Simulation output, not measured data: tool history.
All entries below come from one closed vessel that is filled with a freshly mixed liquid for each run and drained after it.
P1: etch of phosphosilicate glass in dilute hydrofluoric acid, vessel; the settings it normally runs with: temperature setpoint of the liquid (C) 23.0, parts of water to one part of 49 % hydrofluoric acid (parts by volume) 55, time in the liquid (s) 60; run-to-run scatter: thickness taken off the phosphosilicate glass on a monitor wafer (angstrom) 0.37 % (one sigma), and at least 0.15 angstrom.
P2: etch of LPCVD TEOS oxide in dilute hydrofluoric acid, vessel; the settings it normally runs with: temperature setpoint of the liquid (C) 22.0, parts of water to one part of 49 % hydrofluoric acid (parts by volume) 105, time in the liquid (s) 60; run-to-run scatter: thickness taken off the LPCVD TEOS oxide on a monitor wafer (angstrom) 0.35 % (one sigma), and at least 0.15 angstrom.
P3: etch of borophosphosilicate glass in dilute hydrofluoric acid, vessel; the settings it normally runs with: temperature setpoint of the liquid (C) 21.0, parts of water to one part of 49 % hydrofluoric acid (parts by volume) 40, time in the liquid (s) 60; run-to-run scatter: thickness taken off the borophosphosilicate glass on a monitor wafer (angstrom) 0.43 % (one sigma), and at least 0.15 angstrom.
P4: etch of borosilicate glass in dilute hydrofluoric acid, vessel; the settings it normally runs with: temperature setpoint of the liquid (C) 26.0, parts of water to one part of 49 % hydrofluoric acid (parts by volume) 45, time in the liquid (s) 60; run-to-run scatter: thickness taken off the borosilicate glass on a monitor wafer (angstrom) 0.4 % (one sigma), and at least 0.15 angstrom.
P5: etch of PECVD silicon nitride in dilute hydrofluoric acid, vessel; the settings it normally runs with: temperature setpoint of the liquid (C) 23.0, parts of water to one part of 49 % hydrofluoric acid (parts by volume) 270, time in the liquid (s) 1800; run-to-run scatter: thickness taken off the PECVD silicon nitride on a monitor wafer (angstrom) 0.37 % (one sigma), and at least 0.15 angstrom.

run    day  process that ran  temperature setpoint of the liquid (C)  parts of water to one part of 49 % hydrofluoric acid (parts by volume)  time in the liquid (s)  hours since the thermometer was replaced  hours since the hydrofluoric acid flow meter was replaced  thickness taken off the phosphosilicate glass on a monitor wafer (angstrom)  thickness taken off the PECVD silicon nitride on a monitor wafer (angstrom)  thickness taken off the borosilicate glass on a monitor wafer (angstrom)  thickness taken off the LPCVD TEOS oxide on a monitor wafer (angstrom)  thickness taken off the borophosphosilicate glass on a monitor wafer (angstrom)
  1  0.354                P1                                    23.0                                                                      55                      60                                     252.2                                                      823.1                                                                       2251.6
  2  0.712                P5                                    23.0                                                                     270                    3405                                     260.8                                                      831.7                                                                                                                                                    206.36
  3  1.175                P1                                    23.0                                                                      75                      60                                     271.9                                                      842.8                                                                       1603.5
  4  1.467                P4                                    26.0                                                                      45                      60                                     278.9                                                      849.8                                                                                                                                                                                                                              643.67
  5  1.712                P2                                    22.0                                                                     105                      60                                     284.8                                                      855.7                                                                                                                                                                                                                                                                                                      252.02
  6  1.950                P1                                    23.0                                                                      55                     115                                     290.5                                                      861.4                                                                       4293.1
  7  2.367                P4                                    34.0                                                                      45                      60                                     300.5                                                      871.4                                                                                                                                                                                                                              876.99
  8  2.754                P3                                    21.0                                                                      40                      30                                     309.8                                                      880.7                                                                                                                                                                                                                                                                                                                                                                                       252.34
  9  3.258                P1                                    28.5                                                                      55                      60                                     321.9                                                      892.8                                                                       2791.6
 10  3.600                P1                                    23.0                                                                      55                      60                                     330.1                                                      901.0                                                                       2225.6
 11  3.850                P3                                    21.0                                                                      20                      60                                     336.1                                                      907.0                                                                                                                                                                                                                                                                                                                                                                                      1035.20
 12  4.192                P2                                    22.0                                                                     105                      30                                     344.3                                                      915.2                                                                                                                                                                                                                                                                                                      125.84
 13  4.554                P1                                    23.0                                                                      55                      60                                     353.0                                                      923.9                                                                       2229.1
 14  4.950                P5                                    23.0                                                                      55                    1800                                     362.5                                                      933.4                                                                                                                                                    519.18
 15  5.233                P5                                    30.0                                                                     270                    1800                                     369.3                                                      940.2                                                                                                                                                    165.01
 16  5.579                P2                                    22.0                                                                     155                      60                                     377.6                                                      948.5                                                                                                                                                                                                                                                                                                      161.10
 17  5.908                P1                                    23.0                                                                      80                      85                                     385.5                                                      956.4                                                                       2119.8
 18  6.325                P1                                    19.0                                                                      55                      60                                     395.5                                                      966.4                                                                       1906.7
 19  6.596                P2                                    28.0                                                                     105                      60                                     402.0                                                      972.9                                                                                                                                                                                                                                                                                                      316.93
 20  6.904                P5                                    23.0                                                                     270                    1800                                     409.4                                                      980.3                                                                                                                                                    109.17
 21  7.317                P4                                    26.0                                                                      45                      60                                     419.3                                                      990.2                                                                                                                                                                                                                              641.19

Estimate the outcome of run 22 from the log above:
 22  7.596                P3                                    21.0                                                                      40                      60                                     426.0                                                      996.9                                                                                                                                                                                                                                                                                                                                                                                            ?

Run 22 came out at thickness taken off the borophosphosilicate glass on a monitor wafer (angstrom) 505.41.
